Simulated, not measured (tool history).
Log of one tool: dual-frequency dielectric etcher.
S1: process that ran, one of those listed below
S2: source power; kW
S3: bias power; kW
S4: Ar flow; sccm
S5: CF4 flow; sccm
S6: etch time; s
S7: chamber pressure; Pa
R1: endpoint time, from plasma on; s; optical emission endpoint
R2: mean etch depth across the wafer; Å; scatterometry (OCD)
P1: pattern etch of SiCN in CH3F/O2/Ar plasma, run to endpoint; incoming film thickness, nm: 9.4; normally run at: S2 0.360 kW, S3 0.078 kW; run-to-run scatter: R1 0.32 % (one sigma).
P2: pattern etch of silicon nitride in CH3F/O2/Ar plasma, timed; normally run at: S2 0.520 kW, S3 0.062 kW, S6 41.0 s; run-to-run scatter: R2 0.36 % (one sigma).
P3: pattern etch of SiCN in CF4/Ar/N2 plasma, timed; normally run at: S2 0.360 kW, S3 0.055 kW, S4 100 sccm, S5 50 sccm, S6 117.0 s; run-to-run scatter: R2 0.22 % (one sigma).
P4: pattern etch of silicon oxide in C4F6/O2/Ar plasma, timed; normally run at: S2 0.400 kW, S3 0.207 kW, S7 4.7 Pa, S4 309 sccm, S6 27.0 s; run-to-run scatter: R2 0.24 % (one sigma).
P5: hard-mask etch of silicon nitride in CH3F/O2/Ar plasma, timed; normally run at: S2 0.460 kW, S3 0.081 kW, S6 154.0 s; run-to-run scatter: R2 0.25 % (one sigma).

run     day  S1     S2     S3   S4  S5     S6   S7      R1       R2
  1   0.717  P1  0.360  0.078                       24.910
  2   1.488  P1  0.500  0.078                       22.092
  3   2.012  P1  0.360  0.061                       27.153
  4   2.492  P3  0.360  0.055   58  50  117.0                769.38
  5   3.012  P1  0.360  0.078                       24.937
  6   3.679  P4  0.400  0.207  407       27.0  4.7           859.69
  7   4.067  P4  0.400  0.207  309       35.5  4.7          1159.50
  8   4.854  P3  0.360  0.055  100  60  117.0                728.27
  9   5.329  P3  0.490  0.055  100  50  117.0                922.75
 10   5.904  P2  0.520  0.062            41.0                313.85
 11   6.608  P3  0.360  0.071  100  50  117.0                772.74
 12   7.304  P1  0.360  0.078                       24.910
      7.517  -- source power generator calibrated
 13   8.058  P1  0.360  0.078                       24.907
 14   8.446  P1  0.360  0.078                       24.957
 15   9.088  P5  0.460  0.081           154.0               1206.40
 16   9.546  P2  0.520  0.047            41.0                288.59
 17  10.079  P1  0.360  0.078                       24.842
 18  10.850  P4  0.400  0.207  309       27.0  4.7           880.89
 19  11.325  P1  0.240  0.106                       25.870
 20  12.025  P1  0.360  0.098                       22.784
 21  12.429  P1  0.250  0.078                       28.443
 22  12.821  P5  0.620  0.081           154.0               1346.90
 23  13.400  P2  0.700  0.062            41.0                353.31
 24  13.912  P3  0.360  0.055  100  50  117.0                703.10
 25  14.267  P3  0.360  0.055  100  50  164.5                988.00
 26  14.721  P4  0.400  0.207  309       27.0  4.7           880.49
 27  15.162  P4  0.400  0.168  309       27.0  4.7           826.65
 28  15.596  P1  0.460  0.050                       26.312
 29  16.329  P4  0.400  0.207  309       27.0  5.6           864.50
 30  16.912  P5  0.460  0.048           154.0               1013.30
     17.246  -- bias power generator calibrated
 31  17.654  P4  0.320  0.207  309       27.0  4.7           809.82
 32  18.042  P1  0.360  0.078                       24.755
 33  18.479  P2  0.520  0.062            55.0                422.35
 34  19.021  P2  0.520  0.062            41.0                311.40
 35  19.479  P3  0.360  0.055  100  50  117.0                704.17
 36  19.971  P5  0.460  0.081           219.5               1726.10
 37  20.733  P1  0.360  0.078                       24.910
 38  21.433  P1  0.360  0.078                       25.087
 39  21.875  P1  0.360  0.078                       25.126
 40  22.442  P1  0.360  0.078                       25.244
 41  23.054  P1  0.360  0.078                       25.393
     23.117  -- wet clean of the chamber
 42  23.583  P1  0.360  0.078                       25.205
 43  24.067  P1  0.360  0.078                       25.332
 44  24.462  P1  0.360  0.078                       25.218
 45  25.204  P1  0.360  0.078                       25.245
 46  25.758  P1  0.360  0.078                       25.454

What P1 gives has crept away from where it was. These 2 causes fit the log equally well, each at the size given:
A: bias power that arrives under what is set, % = 4.36
B: source power that arrives under what is set, % = 4.22
The creep began at about day 20.733.
Why every other cause is out:
chamber walls in a state that lowers the etch rate, %: serviced at day 23.117, which brought nothing back

4 check runs are offered, one wafer each, their results left as question marks. Which one tells the causes apart?
check 1  26.312  P2  0.520  0.062            41.0            ?
check 2  26.312  P4  0.400  0.207  309       27.0  4.7       ?
check 3  26.312  P5  0.460  0.081           154.0            ?
check 4  26.312  P3  0.360  0.055  100  50  117.0            ?

What each check would give under each cause:
  check  result     if A     if B
check 1      R2   309.96   309.25
check 2      R2   868.44   866.52
check 3      R2  1190.10  1189.20
check 4      R2   692.78   677.60
How far apart the two closest causes lie, in the result that separates them most: check 1 0.23 %; check 2 0.22 %; check 3 0.08 %; check 4 2.22 %
Check 4 tells the causes apart: in the others they would give nearly the same result.

Then check 4 was run and gave: R2 693.98 Å. Which cause is it?

It is A: bias power that arrives under what is set, %.

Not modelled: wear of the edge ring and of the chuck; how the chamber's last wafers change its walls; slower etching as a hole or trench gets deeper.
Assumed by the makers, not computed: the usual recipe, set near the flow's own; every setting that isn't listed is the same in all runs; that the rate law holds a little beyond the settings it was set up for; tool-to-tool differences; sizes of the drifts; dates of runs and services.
